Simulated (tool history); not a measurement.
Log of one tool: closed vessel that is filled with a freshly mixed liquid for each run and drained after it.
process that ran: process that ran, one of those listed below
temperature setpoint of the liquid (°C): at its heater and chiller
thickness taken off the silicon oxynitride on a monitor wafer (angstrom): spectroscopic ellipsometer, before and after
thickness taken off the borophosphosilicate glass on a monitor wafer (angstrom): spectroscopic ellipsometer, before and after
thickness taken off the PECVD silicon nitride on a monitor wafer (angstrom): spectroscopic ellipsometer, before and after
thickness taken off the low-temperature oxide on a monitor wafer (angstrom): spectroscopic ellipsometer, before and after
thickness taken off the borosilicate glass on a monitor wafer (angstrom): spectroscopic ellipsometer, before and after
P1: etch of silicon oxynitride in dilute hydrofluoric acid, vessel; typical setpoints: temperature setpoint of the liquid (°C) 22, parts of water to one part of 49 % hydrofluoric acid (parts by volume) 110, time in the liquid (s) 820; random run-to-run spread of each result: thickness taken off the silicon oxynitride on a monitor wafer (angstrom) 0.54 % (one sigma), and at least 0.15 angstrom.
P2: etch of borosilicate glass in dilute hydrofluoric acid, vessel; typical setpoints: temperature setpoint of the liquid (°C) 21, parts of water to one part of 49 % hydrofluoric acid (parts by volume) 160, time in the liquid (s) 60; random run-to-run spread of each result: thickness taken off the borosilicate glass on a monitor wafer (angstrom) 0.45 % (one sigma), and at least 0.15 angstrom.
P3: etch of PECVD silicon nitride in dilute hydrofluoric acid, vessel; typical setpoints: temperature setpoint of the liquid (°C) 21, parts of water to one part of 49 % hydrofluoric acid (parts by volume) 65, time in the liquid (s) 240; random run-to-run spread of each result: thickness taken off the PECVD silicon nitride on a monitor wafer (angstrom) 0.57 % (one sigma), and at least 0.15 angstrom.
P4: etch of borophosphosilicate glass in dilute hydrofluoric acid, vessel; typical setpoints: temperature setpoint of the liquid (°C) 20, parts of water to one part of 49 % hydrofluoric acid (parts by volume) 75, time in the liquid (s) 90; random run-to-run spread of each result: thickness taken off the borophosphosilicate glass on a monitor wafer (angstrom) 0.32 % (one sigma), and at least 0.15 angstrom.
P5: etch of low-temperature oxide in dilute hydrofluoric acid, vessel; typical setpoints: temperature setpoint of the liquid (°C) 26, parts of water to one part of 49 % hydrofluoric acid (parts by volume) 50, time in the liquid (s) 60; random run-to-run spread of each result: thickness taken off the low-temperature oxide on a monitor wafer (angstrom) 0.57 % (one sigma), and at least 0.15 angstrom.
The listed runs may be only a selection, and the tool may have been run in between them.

run,hour,process that ran,temperature setpoint of the liquid (°C),parts of water to one part of 49 % hydrofluoric acid (parts by volume),time in the liquid (s),thickness taken off the silicon oxynitride on a monitor wafer (angstrom),thickness taken off the borophosphosilicate glass on a monitor wafer (angstrom),thickness taken off the PECVD silicon nitride on a monitor wafer (angstrom),thickness taken off the low-temperature oxide on a monitor wafer (angstrom),thickness taken off the borosilicate glass on a monitor wafer (angstrom)
1,17.1,P1,22,110,820,240.26,,,,
2,28.8,P4,17,75,90,,442.77,,,
3,45.1,P1,22,110,820,239.41,,,,
4,58.1,P1,22,110,820,240.2,,,,
5,69.7,P4,20,75,30,,167.11,,,
6,79.5,P3,17,65,240,,,92.787,,
7,92.2,P3,21,95,240,,,85.635,,
8,107.7,P1,22,190,820,130.5,,,,
9,122.8,P1,22,110,355,103.71,,,,
10,131.2,P5,26,85,60,,,,182.72,
11,140.3,P1,17,110,820,189.11,,,,
12,153.8,P1,22,35,820,791.86,,,,
13,169.7,P5,18,50,60,,,,235.46,
14,179.3,P1,22,110,820,237.95,,,,
15,191,P1,29.5,190,820,182.11,,,,
16,199.9,P2,21,160,90,,,,,167.67
17,218.4,P5,26,50,115,,,,632.18,
18,227.6,P2,21,160,60,,,,,113.41
19,243.9,P1,22,110,820,237.78,,,,
20,253.1,P3,21,65,240,,,125.17,,
21,262.4,P3,21,65,240,,,124.61,,
22,274.7,P1,22,110,820,239.83,,,,
23,289.1,P3,21,65,465,,,242.39,,
24,300.9,P1,26,110,1305,457.92,,,,
25,318.5,P5,26,50,60,,,,324.26,
26,335.1,P1,26,110,820,290.47,,,,
27,343.5,P2,21,160,60,,,,,113.04
28,353.6,P4,20,20,90,,2013.4,,,
29,365,P2,21,25,60,,,,,844.41
30,379.9,P2,25.5,160,60,,,,,134.18
31,388.8,P1,22,110,1225,356.59,,,,
32,398.2,P4,20,75,90,,503.26,,,
33,415.6,P1,22,110,820,236.88,,,,
34,432.2,P1,22,110,820,248,,,,
35,443.3,P1,22,110,820,249.48,,,,
36,462.5,P1,22,110,820,255.49,,,,
37,476.5,P1,22,110,820,255.14,,,,
38,495,P1,22,110,820,257.76,,,,
39,507.6,P1,22,110,820,256.7,,,,
40,519.2,P1,22,110,820,256.76,,,,
41,528.8,P1,22,110,820,260.06,,,,
42,542.9,P1,22,110,820,260.37,,,,
43,558.5,P1,22,110,820,258.84,,,,
44,569.4,P1,22,110,820,258.37,,,,

Compared with where it was, what P1 gives has crept away. Each cause listed below fits the log as well as the rest, at the size given for it:
A: hydrofluoric acid flow above the setpoint (%) = 7.92
B: liquid hotter than its thermometer reads (K) = 1.74
The process output started creeping at around hour 415.6.

Which of the 4 check runs listed below separates the causes, so that each cause would produce a clearly different result? Each run uses one wafer, and its results are marked with question marks.
check 1,580.3,P2,21,40,60,,,,,?
check 2,580.3,P3,21,95,395,,,?,,
check 3,580.3,P5,19,50,60,,,,?,
check 4,580.3,P4,20,25,90,,?,,,

Expected result of each check under each candidate cause:
check,result,if A,if B
check 1,thickness taken off the borosilicate glass on a monitor wafer (angstrom),559.18,555.5
check 2,thickness taken off the PECVD silicon nitride on a monitor wafer (angstrom),151.95,158.52
check 3,thickness taken off the low-temperature oxide on a monitor wafer (angstrom),264.85,263.12
check 4,thickness taken off the borophosphosilicate glass on a monitor wafer (angstrom),1731.5,1725.6
Smallest distance between any two causes, each pair judged by its most separating result, in per cent: check 1 0.66 %; check 2 4.23 %; check 3 0.66 %; check 4 0.34 %
Check 2 tells the causes apart: in the others they would give nearly the same result.

With check 2 done, the readings were: thickness taken off the PECVD silicon nitride on a monitor wafer (angstrom) 158.6. Identify which of the listed causes applies.

It was cause B: liquid hotter than its thermometer reads (K).

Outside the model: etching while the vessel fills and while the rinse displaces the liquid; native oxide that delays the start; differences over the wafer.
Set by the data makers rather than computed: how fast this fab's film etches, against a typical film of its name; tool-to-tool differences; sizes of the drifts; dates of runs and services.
